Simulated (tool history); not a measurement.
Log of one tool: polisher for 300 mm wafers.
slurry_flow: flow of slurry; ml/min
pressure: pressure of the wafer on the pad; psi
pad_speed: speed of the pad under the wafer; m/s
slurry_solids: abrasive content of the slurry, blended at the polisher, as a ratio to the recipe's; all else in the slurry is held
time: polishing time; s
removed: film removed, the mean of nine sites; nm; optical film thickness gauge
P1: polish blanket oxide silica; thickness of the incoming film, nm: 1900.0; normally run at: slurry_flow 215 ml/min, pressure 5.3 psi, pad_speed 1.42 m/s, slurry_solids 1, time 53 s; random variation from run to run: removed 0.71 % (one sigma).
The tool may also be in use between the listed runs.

{"run": 1, "hour": 7.5, "slurry_flow": 215, "pressure": 5.3, "pad_speed": 1.42, "slurry_solids": 1, "time": 53, "removed": 309.49}
{"run": 2, "hour": 12.2, "slurry_flow": 215, "pressure": 7.3, "pad_speed": 1.42, "slurry_solids": 1, "time": 53, "removed": 430.35}
{"run": 3, "hour": 20.1, "slurry_flow": 215, "pressure": 5.3, "pad_speed": 0.76, "slurry_solids": 1, "time": 53, "removed": 189.06}
{"run": 4, "hour": 25.2, "slurry_flow": 215, "pressure": 5.3, "pad_speed": 1.42, "slurry_solids": 1, "time": 25, "removed": 149.06}
{"run": 5, "hour": 33.0, "slurry_flow": 305, "pressure": 3.2, "pad_speed": 1.42, "slurry_solids": 1, "time": 53, "removed": 196.45}
{"run": 6, "hour": 38.7, "slurry_flow": 215, "pressure": 3.6, "pad_speed": 1.42, "slurry_solids": 1, "time": 53, "removed": 212.24}
{"run": 7, "hour": 43.7, "slurry_flow": 215, "pressure": 5.3, "pad_speed": 1.42, "slurry_solids": 1, "time": 53, "removed": 317.9}
{"run": 8, "hour": 47.8, "slurry_flow": 215, "pressure": 5.3, "pad_speed": 1.42, "slurry_solids": 0.7, "time": 77, "removed": 380.34}
{"run": 9, "hour": 51.9, "slurry_flow": 215, "pressure": 5.3, "pad_speed": 1.42, "slurry_solids": 1, "time": 53, "removed": 313.81}
{"run": 10, "hour": 56.3, "slurry_flow": 215, "pressure": 5.3, "pad_speed": 1.42, "slurry_solids": 0.5, "time": 53, "removed": 212.7}
{"hour": 61.4, "done": "slurry nozzle cleaned"}
{"run": 11, "hour": 62.8, "slurry_flow": 315, "pressure": 5.3, "pad_speed": 1.42, "slurry_solids": 1, "time": 53, "removed": 326.48}
{"run": 12, "hour": 69.7, "slurry_flow": 215, "pressure": 5.3, "pad_speed": 2.12, "slurry_solids": 1, "time": 53, "removed": 435.46}
{"run": 13, "hour": 74.5, "slurry_flow": 215, "pressure": 5.3, "pad_speed": 1.42, "slurry_solids": 1, "time": 82, "removed": 480.4}
{"run": 14, "hour": 81.5, "slurry_flow": 215, "pressure": 5.3, "pad_speed": 1.42, "slurry_solids": 1, "time": 53, "removed": 310.68}
{"run": 15, "hour": 86.9, "slurry_flow": 215, "pressure": 5.3, "pad_speed": 1.42, "slurry_solids": 0.7, "time": 70, "removed": 345.03}
{"hour": 91.6, "done": "conditioning disc replaced and pad reconditioned"}
{"run": 16, "hour": 94.0, "slurry_flow": 215, "pressure": 5.3, "pad_speed": 1.42, "slurry_solids": 1.25, "time": 53, "removed": 340.88}
{"run": 17, "hour": 97.5, "slurry_flow": 160, "pressure": 5.3, "pad_speed": 1.42, "slurry_solids": 1, "time": 53, "removed": 298.13}
{"run": 18, "hour": 103.3, "slurry_flow": 215, "pressure": 5.3, "pad_speed": 1.42, "slurry_solids": 1, "time": 53, "removed": 312.83}
{"run": 19, "hour": 111.0, "slurry_flow": 215, "pressure": 5.3, "pad_speed": 1.42, "slurry_solids": 1, "time": 53, "removed": 298.79}
{"run": 20, "hour": 118.3, "slurry_flow": 215, "pressure": 5.3, "pad_speed": 1.42, "slurry_solids": 1, "time": 53, "removed": 291.19}
{"run": 21, "hour": 125.9, "slurry_flow": 215, "pressure": 5.3, "pad_speed": 1.42, "slurry_solids": 1, "time": 53, "removed": 284.12}
{"run": 22, "hour": 129.4, "slurry_flow": 215, "pressure": 5.3, "pad_speed": 1.42, "slurry_solids": 1, "time": 53, "removed": 280.08}
{"run": 23, "hour": 136.4, "slurry_flow": 215, "pressure": 5.3, "pad_speed": 1.42, "slurry_solids": 1, "time": 53, "removed": 280.24}
{"hour": 138.8, "done": "head pressure recalibrated"}
{"hour": 141.4, "done": "slurry nozzle cleaned"}
{"hour": 142.0, "done": "conditioning disc replaced and pad reconditioned"}
{"run": 24, "hour": 143.1, "slurry_flow": 215, "pressure": 5.3, "pad_speed": 1.42, "slurry_solids": 1, "time": 53, "removed": 277.24}
{"run": 25, "hour": 148.0, "slurry_flow": 215, "pressure": 5.3, "pad_speed": 1.42, "slurry_solids": 1, "time": 53, "removed": 273.93}
{"run": 26, "hour": 153.9, "slurry_flow": 215, "pressure": 5.3, "pad_speed": 1.42, "slurry_solids": 1, "time": 53, "removed": 274.62}
{"run": 27, "hour": 160.6, "slurry_flow": 215, "pressure": 5.3, "pad_speed": 1.42, "slurry_solids": 1, "time": 53, "removed": 273.32}
{"run": 28, "hour": 166.8, "slurry_flow": 215, "pressure": 5.3, "pad_speed": 1.42, "slurry_solids": 1, "time": 53, "removed": 276.16}

What P1 gives has crept away from where it was. These 2 causes fit the log equally well, each at the size given:
A: abrasive missing from the slurry, % = 23.9
B: removal rate lost through wear of the pad, % = 12.5
The creep began at about hour 103.3.
Why every other cause is out:
slurry flow missing at the pad, %: serviced at hour 141.4, which brought nothing back
head's pressure below its setpoint, %: serviced at hour 138.8, which brought nothing back
time polished since the conditioner stopped cutting, s: serviced at hour 142, which brought nothing back

4 check runs are offered, each on 2 wafers whose results are averaged, their results left as question marks. Which one tells the causes apart?
{"run": "check 1", "hour": 173.0, "slurry_flow": 215, "pressure": 3.9, "pad_speed": 1.42, "slurry_solids": 1, "time": 28, "removed": "?"}
{"run": "check 2", "hour": 173.0, "slurry_flow": 215, "pressure": 5.3, "pad_speed": 0.96, "slurry_solids": 1, "time": 30, "removed": "?"}
{"run": "check 3", "hour": 173.0, "slurry_flow": 215, "pressure": 5.3, "pad_speed": 1.42, "slurry_solids": 0.55, "time": 53, "removed": "?"}
{"run": "check 4", "hour": 173.0, "slurry_flow": 215, "pressure": 5.3, "pad_speed": 1.86, "slurry_solids": 1, "time": 53, "removed": "?"}

What each check would give under each cause:
check=check_1 result=removed if_A=106.53 if_B=106.52
check=check_2 result=removed if_A=113.4 if_B=113.39
check=check_3 result=removed if_A=191.94 if_B=199.73
check=check_4 result=removed if_A=340.08 if_B=340.05
How far apart the two closest causes lie, in the result that separates them most: check 1 0.01 %; check 2 0.01 %; check 3 3.97 %; check 4 0.01 %
Check 3 tells the causes apart: in the others they would give nearly the same result.

Check 3 was then run and gave: removed 199.85 nm. Which cause is it?

It is B: removal rate lost through wear of the pad, %.
